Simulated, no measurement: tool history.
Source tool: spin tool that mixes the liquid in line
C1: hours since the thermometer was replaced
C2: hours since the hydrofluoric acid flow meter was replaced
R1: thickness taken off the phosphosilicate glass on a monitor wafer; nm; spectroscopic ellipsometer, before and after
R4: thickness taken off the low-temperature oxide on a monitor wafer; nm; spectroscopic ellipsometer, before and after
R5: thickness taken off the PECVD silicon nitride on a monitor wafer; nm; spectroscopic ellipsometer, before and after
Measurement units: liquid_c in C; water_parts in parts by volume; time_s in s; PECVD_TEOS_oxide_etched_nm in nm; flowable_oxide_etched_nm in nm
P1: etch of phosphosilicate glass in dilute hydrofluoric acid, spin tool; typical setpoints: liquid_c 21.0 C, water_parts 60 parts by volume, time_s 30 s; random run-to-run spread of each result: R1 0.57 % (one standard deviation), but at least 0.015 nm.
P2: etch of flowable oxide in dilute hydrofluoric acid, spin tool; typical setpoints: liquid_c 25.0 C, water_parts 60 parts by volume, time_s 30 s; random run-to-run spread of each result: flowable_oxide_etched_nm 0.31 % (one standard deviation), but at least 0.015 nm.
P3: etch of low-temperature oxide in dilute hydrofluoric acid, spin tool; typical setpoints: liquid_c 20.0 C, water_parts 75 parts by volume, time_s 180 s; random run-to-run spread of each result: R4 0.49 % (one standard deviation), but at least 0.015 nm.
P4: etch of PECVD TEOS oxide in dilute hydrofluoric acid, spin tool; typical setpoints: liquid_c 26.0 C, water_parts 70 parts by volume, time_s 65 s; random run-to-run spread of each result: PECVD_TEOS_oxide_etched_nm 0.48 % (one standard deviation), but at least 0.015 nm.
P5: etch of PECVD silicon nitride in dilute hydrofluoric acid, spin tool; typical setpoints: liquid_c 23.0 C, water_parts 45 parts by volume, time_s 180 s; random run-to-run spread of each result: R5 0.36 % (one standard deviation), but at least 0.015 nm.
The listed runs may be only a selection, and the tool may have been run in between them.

Run 1, day 0.408: process P1, liquid_c 21.0 C, water_parts 60 parts by volume, time_s 30 s; C1 491.0; C2 529.4. Result: R1 37.760 nm.
Run 2, day 0.917: process P4, liquid_c 26.0 C, water_parts 70 parts by volume, time_s 125 s; C1 503.2; C2 541.6. Result: PECVD_TEOS_oxide_etched_nm 46.245 nm.
Run 3, day 1.225: process P4, liquid_c 26.0 C, water_parts 70 parts by volume, time_s 65 s; C1 510.6; C2 549.0. Result: PECVD_TEOS_oxide_etched_nm 23.987 nm.
Run 4, day 1.633: process P1, liquid_c 21.0 C, water_parts 60 parts by volume, time_s 15 s; C1 520.4; C2 558.8. Result: R1 18.965 nm.
Run 5, day 2.062: process P2, liquid_c 30.0 C, water_parts 60 parts by volume, time_s 30 s; C1 530.7; C2 569.1. Result: flowable_oxide_etched_nm 19.034 nm.
Run 6, day 2.429: process P1, liquid_c 21.0 C, water_parts 60 parts by volume, time_s 30 s; C1 539.5; C2 577.9. Result: R1 38.371 nm.
Run 7, day 2.950: process P3, liquid_c 20.0 C, water_parts 110 parts by volume, time_s 180 s; C1 552.0; C2 590.4. Result: R4 15.3420 nm.
Run 8, day 3.196: process P5, liquid_c 23.0 C, water_parts 45 parts by volume, time_s 340 s; C1 557.9; C2 596.3. Result: R5 12.3790 nm.
Run 9, day 3.696: process P1, liquid_c 17.0 C, water_parts 60 parts by volume, time_s 15 s; C1 569.9; C2 608.3. Result: R1 16.089 nm.
Run 10, day 4.067: process P4, liquid_c 26.0 C, water_parts 110 parts by volume, time_s 65 s; C1 578.8; C2 617.2. Result: PECVD_TEOS_oxide_etched_nm 14.441 nm.
Run 11, day 4.379: process P1, liquid_c 21.0 C, water_parts 60 parts by volume, time_s 30 s; C1 586.3; C2 624.7. Result: R1 38.155 nm.
Run 12, day 4.854: process P1, liquid_c 17.0 C, water_parts 60 parts by volume, time_s 30 s; C1 597.7; C2 636.1. Result: R1 32.036 nm.
At day 5.112: hydrofluoric acid flow meter replaced.
Run 13, day 5.362: process P5, liquid_c 23.0 C, water_parts 45 parts by volume, time_s 180 s; C1 609.9; C2 6.1. Result: R5 6.6121 nm.
Run 14, day 5.862: process P2, liquid_c 25.0 C, water_parts 85 parts by volume, time_s 30 s; C1 621.9; C2 18.1. Result: flowable_oxide_etched_nm 10.653 nm.
Run 15, day 6.292: process P4, liquid_c 19.5 C, water_parts 70 parts by volume, time_s 65 s; C1 632.2; C2 28.4. Result: PECVD_TEOS_oxide_etched_nm 18.335 nm.
Run 16, day 6.804: process P1, liquid_c 21.0 C, water_parts 80 parts by volume, time_s 50 s; C1 644.5; C2 40.7. Result: R1 46.110 nm.
Run 17, day 7.325: process P3, liquid_c 17.0 C, water_parts 75 parts by volume, time_s 180 s; C1 657.0; C2 53.2. Result: R4 20.3830 nm.
Run 18, day 7.650: process P1, liquid_c 21.0 C, water_parts 20 parts by volume, time_s 30 s; C1 664.8; C2 61.0. Result: R1 120.030 nm.
Run 19, day 8.025: process P1, liquid_c 24.5 C, water_parts 60 parts by volume, time_s 30 s; C1 673.8; C2 70.0. Result: R1 43.641 nm.
Run 20, day 8.517: process P1, liquid_c 21.0 C, water_parts 60 parts by volume, time_s 30 s; C1 685.6; C2 81.8. Result: R1 38.231 nm.
Run 21, day 9.025: process P5, liquid_c 18.0 C, water_parts 45 parts by volume, time_s 180 s; C1 697.8; C2 94.0. Result: R5 4.6368 nm.
Run 22, day 9.304: process P2, liquid_c 25.0 C, water_parts 60 parts by volume, time_s 45 s; C1 704.5; C2 100.7. Result: flowable_oxide_etched_nm 23.287 nm.
Run 23, day 9.838: process P3, liquid_c 20.0 C, water_parts 75 parts by volume, time_s 180 s; C1 717.3; C2 113.5. Result: R4 23.3850 nm.
Run 24, day 10.362: process P1, liquid_c 21.0 C, water_parts 60 parts by volume, time_s 30 s; C1 729.9; C2 126.1. Result: R1 38.394 nm.
Run 25, day 10.725: process P3, liquid_c 20.0 C, water_parts 75 parts by volume, time_s 180 s; C1 738.6; C2 134.8. Result: R4 23.4140 nm.
Run 26, day 10.996: process P3, liquid_c 20.0 C, water_parts 75 parts by volume, time_s 75 s; C1 745.1; C2 141.3. Result: R4 9.7508 nm.
Run 27, day 11.246: process P4, liquid_c 26.0 C, water_parts 70 parts by volume, time_s 65 s; C1 751.1; C2 147.3. Result: PECVD_TEOS_oxide_etched_nm 23.872 nm.
Run 28, day 11.521: process P1, liquid_c 21.0 C, water_parts 60 parts by volume, time_s 55 s; C1 757.7; C2 153.9. Result: R1 70.054 nm.
Run 29, day 11.904: process P2, liquid_c 25.0 C, water_parts 60 parts by volume, time_s 30 s; C1 766.9; C2 163.1. Result: flowable_oxide_etched_nm 15.674 nm.
Run 30, day 12.200: process P1, liquid_c 21.0 C, water_parts 60 parts by volume, time_s 30 s; C1 774.0; C2 170.2. Result: R1 38.017 nm.
Run 31, day 12.612: process P1, liquid_c 21.0 C, water_parts 105 parts by volume, time_s 30 s; C1 783.9; C2 180.1. Result: R1 20.583 nm.
Run 32, day 12.992: process P5, liquid_c 23.0 C, water_parts 25 parts by volume, time_s 180 s; C1 793.0; C2 189.2. Result: R5 11.7090 nm.
Run 33, day 13.275: process P1, liquid_c 21.0 C, water_parts 60 parts by volume, time_s 30 s; C1 799.8; C2 196.0. Result: R1 38.235 nm.
Run 34, day 13.738: process P1, liquid_c 21.0 C, water_parts 60 parts by volume, time_s 30 s; C1 810.9; C2 207.1. Result: R1 39.226 nm.
Run 35, day 14.196: process P1, liquid_c 21.0 C, water_parts 60 parts by volume, time_s 30 s; C1 821.9; C2 218.1. Result: R1 40.196 nm.
Run 36, day 14.450: process P1, liquid_c 21.0 C, water_parts 60 parts by volume, time_s 30 s; C1 828.0; C2 224.2. Result: R1 40.261 nm.
Run 37, day 14.954: process P1, liquid_c 21.0 C, water_parts 60 parts by volume, time_s 30 s; C1 840.1; C2 236.3. Result: R1 40.523 nm.
Run 38, day 15.221: process P1, liquid_c 21.0 C, water_parts 60 parts by volume, time_s 30 s; C1 846.5; C2 242.7. Result: R1 40.666 nm.
Run 39, day 15.700: process P1, liquid_c 21.0 C, water_parts 60 parts by volume, time_s 30 s; C1 858.0; C2 254.2. Result: R1 41.219 nm.
Run 40, day 15.954: process P1, liquid_c 21.0 C, water_parts 60 parts by volume, time_s 30 s; C1 864.1; C2 260.3. Result: R1 41.303 nm.
Run 41, day 16.471: process P1, liquid_c 21.0 C, water_parts 60 parts by volume, time_s 30 s; C1 876.5; C2 272.7. Result: R1 41.081 nm.
Run 42, day 16.904: process P1, liquid_c 21.0 C, water_parts 60 parts by volume, time_s 30 s; C1 886.9; C2 283.1. Result: R1 40.989 nm.
Run 43, day 17.308: process P1, liquid_c 21.0 C, water_parts 60 parts by volume, time_s 30 s; C1 896.6; C2 292.8. Result: R1 41.208 nm.

The log shows P1 creeping away from where it was. Any of the 2 causes listed here, at the size stated for it, fits the log just as well as the others:
A: hydrofluoric acid flow above the setpoint (%) = 7.54
B: liquid hotter than its thermometer reads (K) = 1.88
The process output started creeping at around day 13.275.

Consider the 4 single-wafer check runs listed below, results given as question marks: which one distinguishes between the causes by giving clearly different results for each?
Run check 1, day 17.712: process P3, liquid_c 20.0 C, water_parts 75 parts by volume, time_s 180 s. Result: R4 ?.
Run check 2, day 17.712: process P5, liquid_c 23.0 C, water_parts 45 parts by volume, time_s 180 s. Result: R5 ?.
Run check 3, day 17.712: process P4, liquid_c 26.0 C, water_parts 70 parts by volume, time_s 65 s. Result: PECVD_TEOS_oxide_etched_nm ?.
Run check 4, day 17.712: process P2, liquid_c 25.0 C, water_parts 60 parts by volume, time_s 30 s. Result: flowable_oxide_etched_nm ?.

Outcome of each check run for each possible cause:
  check                      result     if A     if B
check 1                          R4  25.1850  25.1600
check 2                          R5   7.0898   7.4996
check 3  PECVD_TEOS_oxide_etched_nm   25.906   25.775
check 4    flowable_oxide_etched_nm   16.874   16.826
Gap, in per cent, between the two causes that each check separates least, read from the result that separates them most: check 1 0.1 %; check 2 5.62 %; check 3 0.51 %; check 4 0.29 %
Check 2 is the one run that separates the causes; every other check would come out nearly the same whichever cause is at work.

Check 2 has now been run. It gave: R5 7.0956 nm. Which of the candidate causes is it?

It was cause A: hydrofluoric acid flow above the setpoint (%).
